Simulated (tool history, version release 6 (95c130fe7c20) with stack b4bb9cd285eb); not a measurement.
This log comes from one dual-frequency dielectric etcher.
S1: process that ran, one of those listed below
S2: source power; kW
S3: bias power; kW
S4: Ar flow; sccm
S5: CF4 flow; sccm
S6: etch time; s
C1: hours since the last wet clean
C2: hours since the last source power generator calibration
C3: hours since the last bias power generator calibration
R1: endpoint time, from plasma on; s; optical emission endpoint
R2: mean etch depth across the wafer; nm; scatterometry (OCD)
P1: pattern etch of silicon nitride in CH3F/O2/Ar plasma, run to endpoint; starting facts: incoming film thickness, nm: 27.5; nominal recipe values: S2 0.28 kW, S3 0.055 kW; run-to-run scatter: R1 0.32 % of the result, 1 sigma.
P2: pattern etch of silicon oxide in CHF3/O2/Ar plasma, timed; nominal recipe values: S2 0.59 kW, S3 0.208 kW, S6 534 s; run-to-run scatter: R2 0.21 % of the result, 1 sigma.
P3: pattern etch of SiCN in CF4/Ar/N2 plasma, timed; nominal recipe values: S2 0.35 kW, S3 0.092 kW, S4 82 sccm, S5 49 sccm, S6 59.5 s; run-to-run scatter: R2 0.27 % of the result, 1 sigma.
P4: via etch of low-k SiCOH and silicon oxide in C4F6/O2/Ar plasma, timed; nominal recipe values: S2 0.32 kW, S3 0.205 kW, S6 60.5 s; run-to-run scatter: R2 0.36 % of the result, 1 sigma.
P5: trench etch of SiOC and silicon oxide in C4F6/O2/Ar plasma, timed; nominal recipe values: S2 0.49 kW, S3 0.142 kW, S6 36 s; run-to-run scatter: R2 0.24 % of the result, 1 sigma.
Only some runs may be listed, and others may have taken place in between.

Run 1, hour 5.1: S1 P1, S2 0.28 kW, S3 0.055 kW; C1 61.2; C2 442.7; C3 2669.3. Result: R1 48.846 s.
Run 2, hour 8.5: S1 P3, S2 0.35 kW, S3 0.092 kW, S4 82 sccm, S5 39 sccm, S6 59.5 s; C1 64.6; C2 446.1; C3 2672.7. Result: R2 42.162 nm.
Run 3, hour 13.1: S1 P3, S2 0.35 kW, S3 0.092 kW, S4 82 sccm, S5 49 sccm, S6 80.5 s; C1 69.2; C2 450.7; C3 2677.3. Result: R2 58.795 nm.
Run 4, hour 18: S1 P4, S2 0.32 kW, S3 0.205 kW, S6 60.5 s; C1 74.1; C2 455.6; C3 2682.2. Result: R2 162.78 nm.
Run 5, hour 21.2: S1 P1, S2 0.28 kW, S3 0.076 kW; C1 77.3; C2 458.8; C3 2685.4. Result: R1 43.871 s.
Run 6, hour 24.3: S1 P1, S2 0.36 kW, S3 0.046 kW; C1 80.4; C2 461.9; C3 2688.5. Result: R1 46.969 s.
Run 7, hour 27.8: S1 P2, S2 0.59 kW, S3 0.208 kW, S6 772 s; C1 83.9; C2 465.4; C3 2692. Result: R2 1598.2 nm.
Run 8, hour 30.3: S1 P1, S2 0.28 kW, S3 0.055 kW; C1 86.4; C2 467.9; C3 2694.5. Result: R1 48.934 s.
Run 9, hour 32.9: S1 P1, S2 0.38 kW, S3 0.055 kW; C1 89; C2 470.5; C3 2697.1. Result: R1 43.333 s.
Run 10, hour 38.2: S1 P1, S2 0.28 kW, S3 0.055 kW; C1 94.3; C2 475.8; C3 2702.4. Result: R1 48.492 s.
Run 11, hour 43.3: S1 P3, S2 0.35 kW, S3 0.054 kW, S4 82 sccm, S5 49 sccm, S6 59.5 s; C1 99.4; C2 480.9; C3 2707.5. Result: R2 36.017 nm.
Run 12, hour 45.7: S1 P3, S2 0.35 kW, S3 0.092 kW, S4 51 sccm, S5 49 sccm, S6 59.5 s; C1 101.8; C2 483.3; C3 2709.9. Result: R2 46.412 nm.
Run 13, hour 49.1: S1 P5, S2 0.49 kW, S3 0.142 kW, S6 36 s; C1 105.2; C2 486.7; C3 2713.3. Result: R2 73.234 nm.
Run 14, hour 53.5: S1 P5, S2 0.49 kW, S3 0.142 kW, S6 36 s; C1 109.6; C2 491.1; C3 2717.7. Result: R2 73.55 nm.
Run 15, hour 58.1: S1 P1, S2 0.28 kW, S3 0.055 kW; C1 114.2; C2 495.7; C3 2722.3. Result: R1 48.638 s.
Run 16, hour 61.2: S1 P4, S2 0.32 kW, S3 0.205 kW, S6 85.5 s; C1 117.3; C2 498.8; C3 2725.4. Result: R2 229.29 nm.
Run 17, hour 64.4: S1 P2, S2 0.59 kW, S3 0.277 kW, S6 534 s; C1 120.5; C2 502; C3 2728.6. Result: R2 1219.3 nm.
Run 18, hour 69: S1 P2, S2 0.36 kW, S3 0.208 kW, S6 534 s; C1 125.1; C2 506.6; C3 2733.2. Result: R2 911.41 nm.
Run 19, hour 72.9: S1 P1, S2 0.28 kW, S3 0.039 kW; C1 129; C2 510.5; C3 2737.1. Result: R1 54.326 s.
Run 20, hour 78.2: S1 P1, S2 0.28 kW, S3 0.055 kW; C1 134.3; C2 515.8; C3 2742.4. Result: R1 48.913 s.
Run 21, hour 82.5: S1 P3, S2 0.35 kW, S3 0.092 kW, S4 82 sccm, S5 49 sccm, S6 59.5 s; C1 138.6; C2 520.1; C3 2746.7. Result: R2 43.581 nm.
Run 22, hour 86.7: S1 P1, S2 0.37 kW, S3 0.068 kW; C1 142.8; C2 524.3; C3 2750.9. Result: R1 40.968 s.
At hour 90: wet clean of the chamber.
Run 23, hour 90.1: S1 P1, S2 0.28 kW, S3 0.055 kW; C1 0.2; C2 527.7; C3 2754.3. Result: R1 48.843 s.
Run 24, hour 93.2: S1 P5, S2 0.49 kW, S3 0.142 kW, S6 51 s; C1 3.3; C2 530.8; C3 2757.4. Result: R2 103.95 nm.
Run 25, hour 97.5: S1 P4, S2 0.32 kW, S3 0.137 kW, S6 60.5 s; C1 7.6; C2 535.1; C3 2761.7. Result: R2 142.95 nm.
Run 26, hour 102.5: S1 P2, S2 0.59 kW, S3 0.208 kW, S6 534 s; C1 12.6; C2 540.1; C3 2766.7. Result: R2 1100.3 nm.
Run 27, hour 106.8: S1 P4, S2 0.19 kW, S3 0.205 kW, S6 60.5 s; C1 16.9; C2 544.4; C3 2771. Result: R2 133.32 nm.
Run 28, hour 109.7: S1 P1, S2 0.21 kW, S3 0.055 kW; C1 19.8; C2 547.3; C3 2773.9. Result: R1 54.354 s.
Run 29, hour 112.2: S1 P2, S2 0.59 kW, S3 0.208 kW, S6 534 s; C1 22.3; C2 549.8; C3 2776.4. Result: R2 1101.1 nm.

Run 30 has not been measured yet. What should we expect?
Run 30, hour 114.6: S1 P3, S2 0.45 kW, S3 0.092 kW, S4 82 sccm, S5 49 sccm, S6 59.5 s; C1 24.7; C2 552.2; C3 2778.8. Result: R2 ?.

For run 30 the tool returned R2 54.244 nm.
